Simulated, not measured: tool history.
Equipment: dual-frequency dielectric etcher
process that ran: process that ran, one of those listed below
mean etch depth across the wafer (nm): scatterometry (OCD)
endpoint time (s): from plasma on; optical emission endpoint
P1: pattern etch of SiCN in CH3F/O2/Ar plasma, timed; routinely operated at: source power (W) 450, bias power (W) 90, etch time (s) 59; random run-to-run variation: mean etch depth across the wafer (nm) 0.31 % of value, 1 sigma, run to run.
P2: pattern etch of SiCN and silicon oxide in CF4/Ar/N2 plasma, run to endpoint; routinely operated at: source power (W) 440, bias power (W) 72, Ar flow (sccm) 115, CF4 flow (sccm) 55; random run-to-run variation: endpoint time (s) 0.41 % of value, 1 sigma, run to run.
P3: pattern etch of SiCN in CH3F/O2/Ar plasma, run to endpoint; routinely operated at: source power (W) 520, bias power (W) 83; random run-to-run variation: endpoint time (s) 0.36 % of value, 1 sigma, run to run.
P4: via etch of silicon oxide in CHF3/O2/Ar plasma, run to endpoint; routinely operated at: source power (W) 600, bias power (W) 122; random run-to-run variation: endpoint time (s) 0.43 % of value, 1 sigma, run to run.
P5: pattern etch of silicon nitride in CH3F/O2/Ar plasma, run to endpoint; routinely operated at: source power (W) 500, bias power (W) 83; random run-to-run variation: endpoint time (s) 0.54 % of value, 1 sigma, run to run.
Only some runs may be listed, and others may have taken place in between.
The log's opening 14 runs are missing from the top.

run,day,process that ran,source power (W),bias power (W),etch time (s),Ar flow (sccm),CF4 flow (sccm),hours since the last wet clean,hours since the last source power generator calibration,hours since the last bias power generator calibration,mean etch depth across the wafer (nm),endpoint time (s)
15,5.438,P2,280,72,,115,55,471.2,1250.9,448.6,,24.006
# day 5.621: bias power generator calibrated
16,5.788,P5,500,83,,,,479.6,1259.3,4.1,,46.260
17,6.096,P5,660,83,,,,487.0,1266.7,11.5,,42.352
18,6.412,P2,440,72,,115,55,494.6,1274.3,19.1,,16.207
19,6.817,P1,370,90,80,,,504.3,1284.0,28.8,32.711,
20,7.029,P3,520,83,,,,509.4,1289.1,33.9,,18.391
21,7.350,P3,520,58,,,,517.1,1296.8,41.6,,20.922
22,7.783,P1,600,90,33,,,527.5,1307.2,52.0,16.097,
23,8.100,P1,450,90,88,,,535.1,1314.8,59.6,38.701,
# day 8.333: source power generator calibrated
24,8.542,P3,680,83,,,,545.7,5.0,70.2,,16.729
25,8.821,P1,450,90,59,,,552.4,11.7,76.9,25.771,
26,9.121,P4,600,165,,,,559.6,18.9,84.1,,253.960
27,9.371,P1,450,61,59,,,565.6,24.9,90.1,22.541,

Run 28 is up next; what results do you expect?
28,9.754,P5,500,53,,,,574.8,34.1,99.3,,?

{"run 28": {"endpoint time (s)": 54.425}}

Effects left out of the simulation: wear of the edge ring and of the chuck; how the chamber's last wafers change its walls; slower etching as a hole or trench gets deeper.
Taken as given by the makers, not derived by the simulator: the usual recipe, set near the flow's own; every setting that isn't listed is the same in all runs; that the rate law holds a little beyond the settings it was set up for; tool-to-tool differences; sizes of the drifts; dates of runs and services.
